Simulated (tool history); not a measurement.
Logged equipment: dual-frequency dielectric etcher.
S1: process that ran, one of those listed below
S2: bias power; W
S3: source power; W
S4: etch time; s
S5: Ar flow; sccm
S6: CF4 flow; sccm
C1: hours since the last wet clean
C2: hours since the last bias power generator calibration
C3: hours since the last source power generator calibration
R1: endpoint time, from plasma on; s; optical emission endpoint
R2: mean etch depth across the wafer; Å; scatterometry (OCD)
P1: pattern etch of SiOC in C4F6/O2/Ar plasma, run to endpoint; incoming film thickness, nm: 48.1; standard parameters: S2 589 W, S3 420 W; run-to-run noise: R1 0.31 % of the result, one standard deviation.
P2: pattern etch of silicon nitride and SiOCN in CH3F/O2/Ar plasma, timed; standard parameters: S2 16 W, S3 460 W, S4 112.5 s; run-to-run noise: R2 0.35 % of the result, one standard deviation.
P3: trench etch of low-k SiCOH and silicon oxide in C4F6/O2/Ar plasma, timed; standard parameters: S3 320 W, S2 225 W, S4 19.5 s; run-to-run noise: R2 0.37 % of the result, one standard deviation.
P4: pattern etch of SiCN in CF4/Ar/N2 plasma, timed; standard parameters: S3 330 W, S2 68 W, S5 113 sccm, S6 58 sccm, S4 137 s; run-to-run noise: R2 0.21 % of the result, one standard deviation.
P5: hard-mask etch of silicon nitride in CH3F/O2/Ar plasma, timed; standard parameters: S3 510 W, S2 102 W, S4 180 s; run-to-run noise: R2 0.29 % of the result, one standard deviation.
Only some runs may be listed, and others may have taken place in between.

run   hour  S1   S2   S3     S4   S5  S6     C1      C2      C3      R1      R2
  1   11.3  P1  589  420                  346.6  1372.3   709.7   15.15
  2   25.5  P5  102  510    180           360.8  1386.5   723.9          1565.8
  3   38.9  P3  167  320   19.5           374.2  1399.9   737.3          540.54
  4   52.3  P4   68  410    137  113  58  387.6  1413.3   750.7          1026.8
  5   62.8  P5  102  510    180           398.1  1423.8   761.2          1557.8
  6   77.7  P3  225  320   24.5             413  1438.7   776.1           749.1
  7     88  P1  589  260                  423.3    1449   786.4  18.208
  8   98.7  P1  589  420                    434  1459.7   797.1  15.167
  9  114.2  P2   10  460  112.5           449.5  1475.2   812.6          113.76
 10  122.4  P5  102  510  139.5           457.7  1483.4   820.8          1214.5
 11  136.5  P5   64  510    180           471.8  1497.5   834.9          1327.3
 12  152.2  P4   68  330    137  113  37  487.5  1513.2   850.6          792.17
 13    164  P3  225  250   19.5           499.3    1525   862.4          541.38
 14  172.7  P1  589  420                    508  1533.7   871.1    15.3
 15  188.8  P2   16  580  112.5           524.1  1549.8   887.2          148.21
 16  196.5  P1  466  420                  531.8  1557.5   894.9  16.499
 17  205.1  P2   16  460  112.5           540.4  1566.1   903.5          136.25
 18  219.7  P2   16  460   80.5             555  1580.7   918.1          97.212
 19  235.1  P1  589  420                  570.4  1596.1   933.5  15.165
 20  251.3  P1  791  420                  586.6  1612.3   949.7  13.618
 21  259.9  P1  807  280                  595.2  1620.9   958.3  15.533
 22  270.4  P1  798  360                  605.7  1631.4   968.8  14.246
 23    283  P1  589  520                  618.3    1644   981.4  14.052
 24  295.4  P2   16  460  112.5           630.7  1656.4   993.8          136.28
 25    307  P1  763  490                  642.3    1668  1005.4  13.044
 26  317.7  P1  589  420                    653  1678.7  1016.1  15.217
 27    327  P5  102  370    180           662.3    1688  1025.4          1385.2
 28    336  P3  225  320   19.5           671.3    1697  1034.4          596.34
 29  350.6  P3  225  320   19.5           685.9  1711.6    1049          597.47
 30    359  P4   50  330    137  113  58  694.3    1720  1057.4          760.47
 31  372.7  P4   68  330  103.5  113  58    708  1733.7  1071.1          644.02
 32  385.7  P4   68  330    137  140  58    721  1746.7  1084.1           823.4
 33  399.9  P4   68  330    137  113  58  735.2  1760.9  1098.3          848.96
 34  408.8  P1  589  420                  744.1  1769.8  1107.2  15.238
 35  422.7  P1  589  420                    758  1783.7  1121.1  15.058
 36  431.5  P1  589  420                  766.8  1792.5  1129.9  15.199
 37  445.5  P1  589  420                  780.8  1806.5  1143.9   15.01
 38  453.1  P1  589  420                  788.4  1814.1  1151.5  15.075
     454.9  -- wet clean of the chamber
 39  465.9  P1  589  420                     11  1826.9  1164.3  15.089
 40  473.5  P1  589  420                   18.6  1834.5  1171.9  15.001
 41  483.6  P1  589  420                   28.7  1844.6    1182  14.977
 42  494.7  P1  589  420                   39.8  1855.7  1193.1  14.931
 43  507.2  P1  589  420                   52.3  1868.2  1205.6   14.98
 44  515.3  P1  589  420                   60.4  1876.3  1213.7  14.929

P1 has crept away from where it was. The log is fitted equally well by each of these 2 causes, at the sizes shown:
A: source power that arrives over what is set, % = 4.89
B: bias power that arrives over what is set, % = 4.69
The drift started at roughly hour 408.8.
Ruled out, with reasons:
chamber walls in a state that raises the etch rate, %: maintenance at hour 454.9, after the shift began, did not return the process to its former output

Listed below are the offered check runs, one wafer per run, with question marks in place of results. For which of them would the causes give clearly different outcomes?
check 1  523.4  P2   16  460  112.5                            ?
check 2  523.4  P4   68  330    137  113  58                   ?
check 3  523.4  P3  225  320   19.5                            ?
check 4  523.4  P5  102  510    180                            ?

Expected result of each check under each candidate cause:
  check  result    if A    if B
check 1      R2  138.61  138.83
check 2      R2  886.06  864.45
check 3      R2  606.15  604.45
check 4      R2  1587.5  1585.7
Per-check spread between the two closest causes, in the result where they differ most: check 1 0.16 %; check 2 2.47 %; check 3 0.28 %; check 4 0.11 %
The other checks would show nearly matching results whichever cause is true, so check 2 is the only one that separates the causes.

After running check 2, the following was obtained: R2 887.1 Å. Which cause does this point to?

The cause is A: source power that arrives over what is set, %.
